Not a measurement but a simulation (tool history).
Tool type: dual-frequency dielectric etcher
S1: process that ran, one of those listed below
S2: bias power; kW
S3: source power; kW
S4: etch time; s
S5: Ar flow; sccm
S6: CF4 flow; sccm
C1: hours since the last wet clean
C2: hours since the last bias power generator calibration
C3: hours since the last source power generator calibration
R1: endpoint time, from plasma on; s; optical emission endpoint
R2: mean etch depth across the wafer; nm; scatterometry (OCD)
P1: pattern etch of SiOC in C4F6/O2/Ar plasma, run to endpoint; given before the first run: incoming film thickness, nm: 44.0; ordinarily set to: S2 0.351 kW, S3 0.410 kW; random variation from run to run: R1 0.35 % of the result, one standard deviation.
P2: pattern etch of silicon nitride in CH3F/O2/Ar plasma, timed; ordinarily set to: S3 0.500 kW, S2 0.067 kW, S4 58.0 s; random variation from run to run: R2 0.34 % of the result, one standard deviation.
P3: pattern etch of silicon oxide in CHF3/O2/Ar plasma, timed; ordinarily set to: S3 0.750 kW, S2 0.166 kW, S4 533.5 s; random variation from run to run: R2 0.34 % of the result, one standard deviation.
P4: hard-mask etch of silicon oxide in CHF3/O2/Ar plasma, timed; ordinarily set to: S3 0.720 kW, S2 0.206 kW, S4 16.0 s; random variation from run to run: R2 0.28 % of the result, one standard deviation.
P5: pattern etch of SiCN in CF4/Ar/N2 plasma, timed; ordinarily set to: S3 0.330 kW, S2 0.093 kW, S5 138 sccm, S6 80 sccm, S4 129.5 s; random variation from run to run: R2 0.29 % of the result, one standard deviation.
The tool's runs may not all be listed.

run     day  S1     S2     S3     S4   S5  S6     C1      C2      C3      R1        R2
  1   0.725  P1  0.351  0.410                  419.0  2124.1  1720.2  16.625
  2   1.425  P2  0.067  0.670   58.0           435.8  2140.9  1737.0            49.377
  3   1.871  P4  0.271  0.720   16.0           446.5  2151.6  1747.7            40.165
  4   2.496  P5  0.093  0.330  129.5  138  80  461.5  2166.6  1762.7            91.532
  5   3.004  P2  0.067  0.500   58.0           473.7  2178.8  1774.9            44.112
  6   3.571  P4  0.206  0.720   10.5           487.3  2192.4  1788.5            23.848
  7   4.242  P5  0.093  0.460  129.5  138  80  503.4  2208.5  1804.6           122.010
  8   4.838  P1  0.351  0.410                  517.7  2222.8  1818.9  16.698
  9   5.596  P4  0.206  0.720   16.0           535.9  2241.0  1837.1            36.542
 10   6.046  P1  0.437  0.410                  546.7  2251.8  1847.9  15.402
 11   6.533  P3  0.166  0.750  319.5           558.4  2263.5  1859.6           673.590
 12   6.950  P1  0.351  0.530                  568.4  2273.5  1869.6  15.198
 13   7.350  P2  0.051  0.500   58.0           578.0  2283.1  1879.2            40.294
 14   7.742  P1  0.278  0.410                  587.4  2292.5  1888.6  17.960
 15   8.167  P5  0.093  0.330  165.0  138  80  597.6  2302.7  1898.8           116.340
 16   8.975  P5  0.093  0.330  129.5  138  53  617.0  2322.1  1918.2            86.546
 17   9.712  P2  0.067  0.500   33.0           634.7  2339.8  1935.9            24.929
 18  10.450  P1  0.351  0.410                  652.4  2357.5  1953.6  16.644
 19  11.233  P4  0.206  0.720   16.0           671.2  2376.3  1972.4            36.562
 20  12.038  P1  0.277  0.330                  690.5  2395.6  1991.7  19.567
 21  12.650  P1  0.230  0.290                  705.2  2410.3  2006.4  22.048
 22  13.158  P4  0.206  0.500   16.0           717.4  2422.5  2018.6            31.797
 23  13.838  P1  0.351  0.330                  733.7  2438.8  2034.9  18.092
 24  14.567  P5  0.074  0.330  129.5  138  80  751.2  2456.3  2052.4            83.937
 25  14.967  P5  0.093  0.330  129.5  165  80  760.8  2465.9  2062.0            89.280
 26  15.488  P3  0.220  0.750  533.5           773.3  2478.4  2074.5          1235.400
 27  16.058  P3  0.166  0.750  533.5           787.0  2492.1  2088.2          1120.300
 28  16.412  P2  0.067  0.500   58.0           795.5  2500.6  2096.7            43.899
 29  17.033  P3  0.166  1.030  533.5           810.4  2515.5  2111.6          1270.700
 30  17.829  P1  0.351  0.410                  829.5  2534.6  2130.7  16.760
 31  18.479  P5  0.093  0.330  129.5  138  80  845.1  2550.2  2146.3            91.609
 32  19.108  P1  0.351  0.410                  860.2  2565.3  2161.4  16.624
 33  19.888  P1  0.351  0.410                  878.9  2584.0  2180.1  16.825
 34  20.412  P1  0.351  0.410                  891.5  2596.6  2192.7  16.832
 35  21.083  P1  0.351  0.410                  907.6  2612.7  2208.8  16.963
 36  21.762  P1  0.351  0.410                  923.9  2629.0  2225.1  16.758
 37  22.250  P1  0.351  0.410                  935.6  2640.7  2236.8  16.960
     22.588  -- wet clean of the chamber
 38  22.933  P1  0.351  0.410                    8.3  2657.1  2253.2  16.956
 39  23.738  P1  0.351  0.410                   27.6  2676.4  2272.5  16.986
 40  24.204  P1  0.351  0.410                   38.8  2687.6  2283.7  17.015
 41  24.575  P1  0.351  0.410                   47.7  2696.5  2292.6  17.000
 42  25.333  P1  0.351  0.410                   65.9  2714.7  2310.8  16.966
 43  25.817  P1  0.351  0.410                   77.5  2726.3  2322.4  16.894

Compared with where it was, what P1 gives has crept away. Each cause listed below fits the log as well as the rest, at the size given for it:
A: bias power that arrives under what is set, % = 4.82
B: source power that arrives under what is set, % = 4.52
The drift started at roughly day 19.108.
Why every other cause is out:
chamber walls in a state that lowers the etch rate, %: work on it at day 22.588, done after the drift set in, did not restore what the process gave before

Each of the 4 check runs below uses one wafer; its results are left as question marks. Which run tells the causes apart?
check 1  26.300  P2  0.067  0.500   58.0                            ?
check 2  26.300  P3  0.166  0.750  533.5                            ?
check 3  26.300  P4  0.206  0.720   16.0                            ?
check 4  26.300  P5  0.093  0.330  129.5  138  80                   ?

Outcome of each check run for each possible cause:
  check  result      if A      if B
check 1      R2    43.341    43.278
check 2      R2  1105.800  1103.700
check 3      R2    35.918    35.888
check 4      R2    89.787    87.888
Per check, the gap between the least separated pair of causes, taken in the result that splits them most: check 1 0.15 %; check 2 0.19 %; check 3 0.08 %; check 4 2.14 %
Of the check runs offered, only check 4 discriminates between the causes; the rest would read about the same regardless of which cause applies.

The results of check 4 are: R2 89.696 nm. Based on these, which of the listed causes is it?

It was cause A: bias power that arrives under what is set, %.
